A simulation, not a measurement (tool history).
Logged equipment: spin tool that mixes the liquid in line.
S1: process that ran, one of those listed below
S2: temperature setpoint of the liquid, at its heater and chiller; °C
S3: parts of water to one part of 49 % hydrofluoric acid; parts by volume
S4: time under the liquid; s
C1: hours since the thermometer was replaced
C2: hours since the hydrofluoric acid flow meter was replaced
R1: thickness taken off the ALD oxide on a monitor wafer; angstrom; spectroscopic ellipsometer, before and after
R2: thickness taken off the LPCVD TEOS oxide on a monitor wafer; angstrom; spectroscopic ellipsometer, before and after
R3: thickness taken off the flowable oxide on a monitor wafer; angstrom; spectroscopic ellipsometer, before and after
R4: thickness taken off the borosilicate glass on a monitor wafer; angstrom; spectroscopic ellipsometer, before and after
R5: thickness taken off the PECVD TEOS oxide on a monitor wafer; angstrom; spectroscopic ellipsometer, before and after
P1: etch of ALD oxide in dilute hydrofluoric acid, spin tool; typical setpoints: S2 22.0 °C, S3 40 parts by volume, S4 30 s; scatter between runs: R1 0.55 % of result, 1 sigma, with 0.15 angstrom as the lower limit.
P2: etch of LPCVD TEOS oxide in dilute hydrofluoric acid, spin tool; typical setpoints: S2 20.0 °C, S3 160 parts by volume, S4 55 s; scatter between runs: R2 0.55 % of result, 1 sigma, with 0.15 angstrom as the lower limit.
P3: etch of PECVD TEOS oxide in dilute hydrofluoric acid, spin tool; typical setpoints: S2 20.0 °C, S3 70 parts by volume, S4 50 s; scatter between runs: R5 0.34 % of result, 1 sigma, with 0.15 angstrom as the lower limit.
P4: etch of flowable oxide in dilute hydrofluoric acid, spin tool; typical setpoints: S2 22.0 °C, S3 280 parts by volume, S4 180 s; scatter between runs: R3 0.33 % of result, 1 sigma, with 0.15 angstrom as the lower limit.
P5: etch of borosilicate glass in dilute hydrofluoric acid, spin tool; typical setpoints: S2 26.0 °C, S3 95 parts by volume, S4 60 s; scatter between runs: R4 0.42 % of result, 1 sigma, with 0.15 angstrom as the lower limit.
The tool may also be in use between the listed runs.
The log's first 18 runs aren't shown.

| run | hour | S1 | S2 | S3 | S4 | C1 | C2 | R1 | R2 | R3 | R4 | R5 |
|---|---|---|---|---|---|---|---|---|---|---|---|---|
| 19 | 58.9 | P1 | 22.0 | 40 | 30 | 1030.7 | 25.8 | 177.150 |  |  |  |  |
| 20 | 61.8 | P2 | 20.0 | 160 | 55 | 1033.6 | 28.7 |  | 152.78 |  |  |  |
| 21 | 64.6 | P3 | 28.0 | 70 | 50 | 1036.4 | 31.5 |  |  |  |  | 243.44 |
| 22 | 68.0 | P1 | 22.0 | 40 | 30 | 1039.8 | 34.9 | 177.610 |  |  |  |  |
| 23 | 71.7 | P1 | 29.5 | 40 | 30 | 1043.5 | 38.6 | 240.250 |  |  |  |  |
| 24 | 74.5 | P1 | 22.0 | 40 | 15 | 1046.3 | 41.4 | 88.461 |  |  |  |  |
| 25 | 77.1 | P1 | 22.0 | 25 | 30 | 1048.9 | 44.0 | 288.370 |  |  |  |  |
| 26 | 80.0 | P3 | 20.0 | 70 | 95 | 1051.8 | 46.9 |  |  |  |  | 337.68 |
| 27 | 82.9 | P1 | 22.0 | 40 | 30 | 1054.7 | 49.8 | 177.380 |  |  |  |  |
| 28 | 86.6 | P4 | 22.0 | 280 | 180 | 1058.4 | 53.5 |  |  | 132.020 |  |  |
| 29 | 88.5 | P5 | 26.0 | 95 | 15 | 1060.3 | 55.4 |  |  |  | 32.294 |  |
| 30 | 92.7 | P1 | 22.0 | 40 | 30 | 1064.5 | 59.6 | 175.620 |  |  |  |  |
| 31 | 94.8 | P1 | 22.0 | 40 | 30 | 1066.6 | 61.7 | 176.770 |  |  |  |  |
| 32 | 98.8 | P1 | 22.0 | 40 | 30 | 1070.6 | 65.7 | 187.750 |  |  |  |  |
| 33 | 101.6 | P1 | 22.0 | 40 | 30 | 1073.4 | 68.5 | 189.940 |  |  |  |  |
| 34 | 105.6 | P1 | 22.0 | 40 | 30 | 1077.4 | 72.5 | 194.840 |  |  |  |  |
| 35 | 108.6 | P1 | 22.0 | 40 | 30 | 1080.4 | 75.5 | 193.800 |  |  |  |  |
| 36 | 111.0 | P1 | 22.0 | 40 | 30 | 1082.8 | 77.9 | 193.190 |  |  |  |  |
| 37 | 115.0 | P1 | 22.0 | 40 | 30 | 1086.8 | 81.9 | 197.170 |  |  |  |  |

What does the tool deliver on the next run?
| 38 | 118.3 | P1 | 22.0 | 40 | 30 | 1090.1 | 85.2 | ? |  |  |  |  |

R1: 194.690 angstrom
